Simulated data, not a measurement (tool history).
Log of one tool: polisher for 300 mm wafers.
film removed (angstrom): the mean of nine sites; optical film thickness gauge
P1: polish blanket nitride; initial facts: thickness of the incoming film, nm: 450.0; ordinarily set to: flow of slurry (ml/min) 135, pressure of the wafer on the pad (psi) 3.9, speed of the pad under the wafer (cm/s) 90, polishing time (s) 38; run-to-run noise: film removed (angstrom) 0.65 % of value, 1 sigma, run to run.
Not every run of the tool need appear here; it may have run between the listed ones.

run	hour	flow of slurry (ml/min)	pressure of the wafer on the pad (psi)	speed of the pad under the wafer (cm/s)	polishing time (s)	wafers polished on this pad	hours since the slurry nozzle was cleaned	hours since the head pressure was calibrated	film removed (angstrom)
1	5.4	135	3.9	90	38	771	282.6	494.8	659.23
2	14.2	135	3.9	90	19	922	291.4	503.6	330.22
3	21.2	135	3.9	90	38	1042	298.4	510.6	649.01
4	30	135	1.8	90	58	1193	307.2	519.4	461.71
5	38.2	135	3.9	90	38	1333	315.4	527.6	657.31
6	47	135	6.1	90	38	1484	324.2	536.4	1034.4
7	56.2	210	3.9	90	38	1642	333.4	545.6	705.42
8	64.1	135	3.9	90	38	1778	341.3	553.5	660.43
9	69.1	135	3.9	90	38	1863	346.3	558.5	653.06
10	76.1	135	3.9	90	38	1984	353.3	565.5	661.24
11	82.7	135	3.9	90	38	2097	359.9	572.1	658.98
12	91.1	135	3.9	90	54	2241	368.3	580.5	927.68
13	100.3	80	3.9	90	38	2399	377.5	589.7	578.92
14	109.8	135	3.9	136	38	2562	387	599.2	912.79
15	117.7	135	3.9	48	38	2697	394.9	607.1	400.41
16	124.1	135	2.9	90	38	2807	401.3	613.5	487.28
17	131.3	135	3.9	90	38	2930	408.5	620.7	663.2
18	137.7	135	3.9	90	38	3040	414.9	627.1	644.93
19	147.2	135	3.9	90	38	3203	424.4	636.6	637.37
20	155.9	135	3.9	90	38	3352	433.1	645.3	627
21	162.2	135	3.9	90	38	3460	439.4	651.6	611.5
22	171	135	3.9	90	38	3611	448.2	660.4	615.92
# hour 172.6: worn pad replaced by a new one
23	178.4	135	3.9	90	38	100	455.6	667.8	615.87
24	188.8	135	3.9	90	38	279	466	678.2	614.79
25	198.4	135	3.9	90	38	444	475.6	687.8	607.28
26	207.7	135	3.9	90	38	603	484.9	697.1	613.25
27	212.9	135	3.9	90	38	692	490.1	702.3	607.3

P1 has crept away from where it was. The log is fitted equally well by each of these 2 causes, at the sizes shown:
A: head's pressure below its setpoint, % = 7.66
B: slurry flow missing at the pad, % = 29.9
Creep in the process output first set in at about hour 131.3.
Ruled out, with reasons:
removal rate lost through wear of the pad, %: work on it at hour 172.6, done after the drift set in, did not restore what the process gave before

Which of the 4 check runs listed below, each an average over 2 wafers with its results shown as question marks, gives clearly different results under the different listed causes?
check 1	218.1	135	5.1	90	38				?
check 2	218.1	135	3.1	90	45				?
check 3	218.1	135	3.9	56	38				?
check 4	218.1	90	3.9	90	38				?

What every check run would give for each of its results, assuming each possible cause in turn:
check	result	if A	if B
check 1	film removed (angstrom)	794.29	794.45
check 2	film removed (angstrom)	571.74	571.85
check 3	film removed (angstrom)	415.55	415.64
check 4	film removed (angstrom)	553.52	535.35
Distance between the nearest two causes, measured in the result of the check that separates them most: check 1 0.02 %; check 2 0.02 %; check 3 0.02 %; check 4 3.34 %
Check 4 tells the causes apart: in the others they would give nearly the same result.

With check 4 done, the readings were: film removed (angstrom) 552.36. Identify which of the listed causes applies.

It is A: head's pressure below its setpoint, %.

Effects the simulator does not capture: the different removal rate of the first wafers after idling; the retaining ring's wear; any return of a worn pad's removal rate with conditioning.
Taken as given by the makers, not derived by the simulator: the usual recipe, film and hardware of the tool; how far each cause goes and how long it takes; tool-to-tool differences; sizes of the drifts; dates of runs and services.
